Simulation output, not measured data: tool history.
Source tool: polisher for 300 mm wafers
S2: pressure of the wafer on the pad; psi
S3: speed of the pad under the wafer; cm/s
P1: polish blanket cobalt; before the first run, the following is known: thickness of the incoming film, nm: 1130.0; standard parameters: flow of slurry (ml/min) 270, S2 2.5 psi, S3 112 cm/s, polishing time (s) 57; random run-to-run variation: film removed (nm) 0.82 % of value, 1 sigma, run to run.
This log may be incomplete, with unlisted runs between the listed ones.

{"run": 1, "hour": 7.9, "flow of slurry (ml/min)": 270, "S2": 2.5, "S3": 112, "polishing time (s)": 57, "film removed (nm)": 363.12}
{"run": 2, "hour": 18.2, "flow of slurry (ml/min)": 270, "S2": 2.5, "S3": 112, "polishing time (s)": 57, "film removed (nm)": 356.63}
{"run": 3, "hour": 32.0, "flow of slurry (ml/min)": 270, "S2": 2.5, "S3": 176, "polishing time (s)": 57, "film removed (nm)": 568.61}
{"run": 4, "hour": 39.8, "flow of slurry (ml/min)": 270, "S2": 2.5, "S3": 112, "polishing time (s)": 57, "film removed (nm)": 358.21}
{"run": 5, "hour": 46.5, "flow of slurry (ml/min)": 355, "S2": 2.5, "S3": 112, "polishing time (s)": 57, "film removed (nm)": 373.41}
{"run": 6, "hour": 53.7, "flow of slurry (ml/min)": 270, "S2": 2.5, "S3": 112, "polishing time (s)": 75, "film removed (nm)": 480.38}
{"run": 7, "hour": 64.2, "flow of slurry (ml/min)": 170, "S2": 2.5, "S3": 112, "polishing time (s)": 57, "film removed (nm)": 343.46}
{"run": 8, "hour": 74.0, "flow of slurry (ml/min)": 270, "S2": 2.5, "S3": 56, "polishing time (s)": 57, "film removed (nm)": 179.4}
{"run": 9, "hour": 84.9, "flow of slurry (ml/min)": 270, "S2": 2.5, "S3": 58, "polishing time (s)": 30, "film removed (nm)": 98.666}
{"run": 10, "hour": 95.8, "flow of slurry (ml/min)": 270, "S2": 2.5, "S3": 112, "polishing time (s)": 57, "film removed (nm)": 358.2}
{"run": 11, "hour": 105.5, "flow of slurry (ml/min)": 270, "S2": 1.1, "S3": 112, "polishing time (s)": 57, "film removed (nm)": 157.95}
{"run": 12, "hour": 118.0, "flow of slurry (ml/min)": 270, "S2": 2.5, "S3": 112, "polishing time (s)": 57, "film removed (nm)": 357.5}
{"run": 13, "hour": 125.9, "flow of slurry (ml/min)": 270, "S2": 2.5, "S3": 112, "polishing time (s)": 57, "film removed (nm)": 363.05}
{"run": 14, "hour": 137.4, "flow of slurry (ml/min)": 270, "S2": 2.5, "S3": 112, "polishing time (s)": 26, "film removed (nm)": 164.01}
{"run": 15, "hour": 143.6, "flow of slurry (ml/min)": 270, "S2": 4.0, "S3": 112, "polishing time (s)": 57, "film removed (nm)": 579.3}
{"run": 16, "hour": 154.6, "flow of slurry (ml/min)": 270, "S2": 2.5, "S3": 112, "polishing time (s)": 57, "film removed (nm)": 361.0}
{"run": 17, "hour": 161.8, "flow of slurry (ml/min)": 270, "S2": 2.5, "S3": 112, "polishing time (s)": 57, "film removed (nm)": 359.25}
{"run": 18, "hour": 169.4, "flow of slurry (ml/min)": 270, "S2": 2.5, "S3": 112, "polishing time (s)": 57, "film removed (nm)": 349.01}

The next listed run, before its measurement:
{"run": 19, "hour": 181.4, "flow of slurry (ml/min)": 270, "S2": 2.5, "S3": 112, "polishing time (s)": 57, "film removed (nm)": "?"}

Logged for run 19: film removed (nm) 348.330.
